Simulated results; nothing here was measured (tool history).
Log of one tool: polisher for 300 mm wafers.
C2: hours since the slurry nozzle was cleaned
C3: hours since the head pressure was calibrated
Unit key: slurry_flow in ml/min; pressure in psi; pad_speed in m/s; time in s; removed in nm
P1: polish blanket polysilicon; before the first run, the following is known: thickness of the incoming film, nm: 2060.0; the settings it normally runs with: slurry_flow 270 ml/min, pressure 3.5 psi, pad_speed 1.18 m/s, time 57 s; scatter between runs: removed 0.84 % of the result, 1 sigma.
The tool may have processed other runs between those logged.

{"run": 1, "hour": 7.9, "slurry_flow": 270, "pressure": 3.5, "pad_speed": 1.18, "time": 57, "wafers polished on this pad": 311, "C2": 720.6, "C3": 353.3, "removed": 801.19}
{"run": 2, "hour": 15.3, "slurry_flow": 270, "pressure": 3.5, "pad_speed": 1.18, "time": 57, "wafers polished on this pad": 393, "C2": 728.0, "C3": 360.7, "removed": 802.03}
{"run": 3, "hour": 24.8, "slurry_flow": 375, "pressure": 3.5, "pad_speed": 1.18, "time": 57, "wafers polished on this pad": 498, "C2": 737.5, "C3": 370.2, "removed": 841.16}
{"run": 4, "hour": 29.1, "slurry_flow": 270, "pressure": 3.5, "pad_speed": 1.18, "time": 39, "wafers polished on this pad": 545, "C2": 741.8, "C3": 374.5, "removed": 551.79}
{"run": 5, "hour": 38.4, "slurry_flow": 270, "pressure": 2.3, "pad_speed": 1.18, "time": 57, "wafers polished on this pad": 649, "C2": 751.1, "C3": 383.8, "removed": 538.28}
{"run": 6, "hour": 43.6, "slurry_flow": 270, "pressure": 3.5, "pad_speed": 1.18, "time": 57, "wafers polished on this pad": 706, "C2": 756.3, "C3": 389.0, "removed": 801.63}
{"run": 7, "hour": 52.9, "slurry_flow": 270, "pressure": 3.5, "pad_speed": 1.62, "time": 57, "wafers polished on this pad": 809, "C2": 765.6, "C3": 398.3, "removed": 1105.3}
{"run": 8, "hour": 62.3, "slurry_flow": 270, "pressure": 3.5, "pad_speed": 1.18, "time": 89, "wafers polished on this pad": 913, "C2": 775.0, "C3": 407.7, "removed": 1239.3}
{"run": 9, "hour": 70.8, "slurry_flow": 160, "pressure": 2.2, "pad_speed": 1.18, "time": 57, "wafers polished on this pad": 1008, "C2": 783.5, "C3": 416.2, "removed": 468.36}
{"run": 10, "hour": 80.3, "slurry_flow": 270, "pressure": 3.5, "pad_speed": 1.18, "time": 57, "wafers polished on this pad": 1113, "C2": 793.0, "C3": 425.7, "removed": 808.74}
{"run": 11, "hour": 87.5, "slurry_flow": 270, "pressure": 3.5, "pad_speed": 0.54, "time": 57, "wafers polished on this pad": 1193, "C2": 800.2, "C3": 432.9, "removed": 371.42}
{"run": 12, "hour": 94.8, "slurry_flow": 270, "pressure": 3.5, "pad_speed": 1.18, "time": 57, "wafers polished on this pad": 1274, "C2": 807.5, "C3": 440.2, "removed": 805.15}
{"run": 13, "hour": 99.9, "slurry_flow": 270, "pressure": 3.5, "pad_speed": 0.66, "time": 26, "wafers polished on this pad": 1330, "C2": 812.6, "C3": 445.3, "removed": 206.0}
{"run": 14, "hour": 106.1, "slurry_flow": 270, "pressure": 4.5, "pad_speed": 1.18, "time": 57, "wafers polished on this pad": 1399, "C2": 818.8, "C3": 451.5, "removed": 1042.2}
{"run": 15, "hour": 112.3, "slurry_flow": 270, "pressure": 3.5, "pad_speed": 1.18, "time": 57, "wafers polished on this pad": 1467, "C2": 825.0, "C3": 457.7, "removed": 821.74}
{"run": 16, "hour": 119.4, "slurry_flow": 160, "pressure": 3.5, "pad_speed": 1.18, "time": 57, "wafers polished on this pad": 1546, "C2": 832.1, "C3": 464.8, "removed": 754.73}
{"run": 17, "hour": 128.3, "slurry_flow": 270, "pressure": 3.5, "pad_speed": 1.18, "time": 57, "wafers polished on this pad": 1645, "C2": 841.0, "C3": 473.7, "removed": 804.16}
{"run": 18, "hour": 135.0, "slurry_flow": 270, "pressure": 3.5, "pad_speed": 1.18, "time": 57, "wafers polished on this pad": 1719, "C2": 847.7, "C3": 480.4, "removed": 817.12}
{"run": 19, "hour": 139.5, "slurry_flow": 270, "pressure": 3.5, "pad_speed": 1.18, "time": 57, "wafers polished on this pad": 1769, "C2": 852.2, "C3": 484.9, "removed": 793.0}

Run 20 is up next; what results do you expect?
{"run": 20, "hour": 145.3, "slurry_flow": 270, "pressure": 3.5, "pad_speed": 1.18, "time": 57, "wafers polished on this pad": 1833, "C2": 858.0, "C3": 490.7, "removed": "?"}

{"run 20": {"removed": 777.84}}
